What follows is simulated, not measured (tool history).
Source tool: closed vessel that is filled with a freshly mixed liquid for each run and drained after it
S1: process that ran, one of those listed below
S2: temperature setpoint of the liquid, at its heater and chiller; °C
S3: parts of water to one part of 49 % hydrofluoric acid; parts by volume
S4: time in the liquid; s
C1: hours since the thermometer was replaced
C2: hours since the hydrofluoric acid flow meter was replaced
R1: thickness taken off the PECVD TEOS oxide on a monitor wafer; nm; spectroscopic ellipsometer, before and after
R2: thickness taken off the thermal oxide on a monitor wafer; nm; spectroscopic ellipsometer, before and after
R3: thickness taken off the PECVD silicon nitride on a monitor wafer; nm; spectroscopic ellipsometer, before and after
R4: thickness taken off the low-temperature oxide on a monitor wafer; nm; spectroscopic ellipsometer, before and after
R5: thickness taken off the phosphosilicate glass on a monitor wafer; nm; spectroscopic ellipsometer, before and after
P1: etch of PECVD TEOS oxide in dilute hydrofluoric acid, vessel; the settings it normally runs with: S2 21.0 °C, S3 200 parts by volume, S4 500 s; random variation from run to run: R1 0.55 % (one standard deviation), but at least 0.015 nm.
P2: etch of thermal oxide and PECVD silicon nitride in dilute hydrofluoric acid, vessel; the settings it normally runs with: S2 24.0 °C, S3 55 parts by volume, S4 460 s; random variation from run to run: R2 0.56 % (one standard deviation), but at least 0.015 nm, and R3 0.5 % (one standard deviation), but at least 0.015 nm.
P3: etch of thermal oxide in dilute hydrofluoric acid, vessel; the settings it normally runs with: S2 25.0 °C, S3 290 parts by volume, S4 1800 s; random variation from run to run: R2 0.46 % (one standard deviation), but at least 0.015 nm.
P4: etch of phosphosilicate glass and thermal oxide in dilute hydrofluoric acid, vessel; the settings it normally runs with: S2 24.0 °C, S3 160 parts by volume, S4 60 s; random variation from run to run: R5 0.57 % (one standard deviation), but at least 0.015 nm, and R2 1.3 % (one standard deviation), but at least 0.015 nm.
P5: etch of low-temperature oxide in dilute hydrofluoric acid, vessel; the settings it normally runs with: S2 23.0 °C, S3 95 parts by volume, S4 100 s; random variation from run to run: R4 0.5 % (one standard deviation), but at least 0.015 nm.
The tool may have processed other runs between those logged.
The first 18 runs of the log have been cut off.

run 19 hour=85.6 | S1=P3 S2=25.0 S3=290 S4=1800 | C1=745.8 C2=295.8 | R2=23.38500
run 20 hour=91.6 | S1=P2 S2=24.0 S3=30 S4=460 | C1=751.8 C2=301.8 | R2=80.71700 R3=86.367
run 21 hour=96.1 | S1=P1 S2=21.0 S3=200 S4=500 | C1=756.3 C2=306.3 | R1=16.9550
run 22 hour=102.0 | S1=P1 S2=21.0 S3=200 S4=500 | C1=762.2 C2=312.2 | R1=16.9980
run 23 hour=105.6 | S1=P1 S2=21.0 S3=125 S4=500 | C1=765.8 C2=315.8 | R1=29.4780
run 24 hour=109.7 | S1=P1 S2=17.0 S3=200 S4=500 | C1=769.9 C2=319.9 | R1=14.4060
run 25 hour=114.2 | S1=P1 S2=21.0 S3=200 S4=500 | C1=774.4 C2=324.4 | R1=16.9840
run 26 hour=118.6 | S1=P4 S2=24.0 S3=160 S4=105 | C1=778.8 C2=328.8 | R2=2.85030 R5=82.545
run 27 hour=124.9 | S1=P5 S2=23.0 S3=95 S4=35 | C1=785.1 C2=335.1 | R4=13.002
run 28 hour=129.1 | S1=P3 S2=25.0 S3=290 S4=1800 | C1=789.3 C2=339.3 | R2=23.34500
run 29 hour=132.1 | S1=P3 S2=25.0 S3=435 S4=1800 | C1=792.3 C2=342.3 | R2=13.70000
run 30 hour=138.4 | S1=P2 S2=24.0 S3=55 S4=810 | C1=798.6 C2=348.6 | R2=75.08600 R3=84.928

Expected results for the next run?
run 31 hour=144.0 | S1=P1 S2=21.0 S3=200 S4=500 | C1=804.2 C2=354.2 | R1=?

For run 31 the tool returned R1 16.8350 nm.

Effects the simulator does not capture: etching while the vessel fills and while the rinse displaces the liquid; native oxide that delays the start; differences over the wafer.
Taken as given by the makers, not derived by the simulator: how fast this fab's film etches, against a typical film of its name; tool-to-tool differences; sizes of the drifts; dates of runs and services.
